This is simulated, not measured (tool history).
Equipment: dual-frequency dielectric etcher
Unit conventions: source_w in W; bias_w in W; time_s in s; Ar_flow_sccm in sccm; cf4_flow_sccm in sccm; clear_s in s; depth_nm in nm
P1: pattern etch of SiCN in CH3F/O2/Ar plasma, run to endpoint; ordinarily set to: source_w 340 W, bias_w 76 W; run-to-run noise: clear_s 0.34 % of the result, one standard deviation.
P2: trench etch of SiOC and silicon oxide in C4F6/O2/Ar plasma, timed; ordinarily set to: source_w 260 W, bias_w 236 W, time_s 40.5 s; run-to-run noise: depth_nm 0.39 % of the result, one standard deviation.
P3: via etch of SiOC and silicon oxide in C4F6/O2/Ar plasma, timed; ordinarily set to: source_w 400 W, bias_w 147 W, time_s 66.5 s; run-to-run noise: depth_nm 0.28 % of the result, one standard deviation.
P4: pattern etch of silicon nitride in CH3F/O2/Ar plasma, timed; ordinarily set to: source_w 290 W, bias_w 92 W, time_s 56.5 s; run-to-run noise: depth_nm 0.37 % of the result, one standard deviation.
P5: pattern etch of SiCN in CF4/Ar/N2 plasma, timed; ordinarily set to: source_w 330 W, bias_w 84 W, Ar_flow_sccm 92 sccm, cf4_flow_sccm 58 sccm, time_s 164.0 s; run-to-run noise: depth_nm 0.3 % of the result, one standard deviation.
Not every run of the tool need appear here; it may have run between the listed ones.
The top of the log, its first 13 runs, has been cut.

run	hour	process	source_w	bias_w	time_s	Ar_flow_sccm	cf4_flow_sccm	hours since the last wet clean	hours since the last source power generator calibration	hours since the last bias power generator calibration	clear_s	depth_nm
14	179.2	P2	260	236	40.5			291.7	1093.4	1286.2		74.566
15	193.2	P1	340	99				305.7	1107.4	1300.2	20.377	
16	203.9	P4	290	92	56.5			316.4	1118.1	1310.9		37.844
17	220.0	P3	280	147	66.5			332.5	1134.2	1327.0		60.705
18	230.6	P2	260	178	40.5			343.1	1144.8	1337.6		68.084
19	240.4	P5	330	84	164.0	65	58	352.9	1154.6	1347.4		112.870
20	257.3	P1	460	54				369.8	1171.5	1364.3	22.503	
21	272.8	P2	200	236	40.5			385.3	1187.0	1379.8		67.954
22	282.8	P3	400	120	66.5			395.3	1197.0	1389.8		65.588
23	294.2	P5	330	84	164.0	92	39	406.7	1208.4	1401.2		101.460
24	302.9	P4	290	92	42.0			415.4	1217.1	1409.9		28.075
25	320.5	P1	340	76				433.0	1234.7	1427.5	22.434	
26	328.4	P1	340	76				440.9	1242.6	1435.4	22.301	
27	344.8	P5	330	61	164.0	92	58	457.3	1259.0	1451.8		96.461
28	356.4	P5	330	84	164.0	92	58	468.9	1270.6	1463.4		107.840
29	371.3	P4	290	72	56.5			483.8	1285.5	1478.3		34.732
30	385.6	P3	400	147	66.5			498.1	1299.8	1492.6		69.638
31	394.9	P1	340	76				507.4	1309.1	1501.9	22.557	

Estimate the outcome of run 32 from the log above:
32	408.3	P1	340	76				520.8	1322.5	1515.3	?	

Run 32 came out at clear_s 22.200 s.

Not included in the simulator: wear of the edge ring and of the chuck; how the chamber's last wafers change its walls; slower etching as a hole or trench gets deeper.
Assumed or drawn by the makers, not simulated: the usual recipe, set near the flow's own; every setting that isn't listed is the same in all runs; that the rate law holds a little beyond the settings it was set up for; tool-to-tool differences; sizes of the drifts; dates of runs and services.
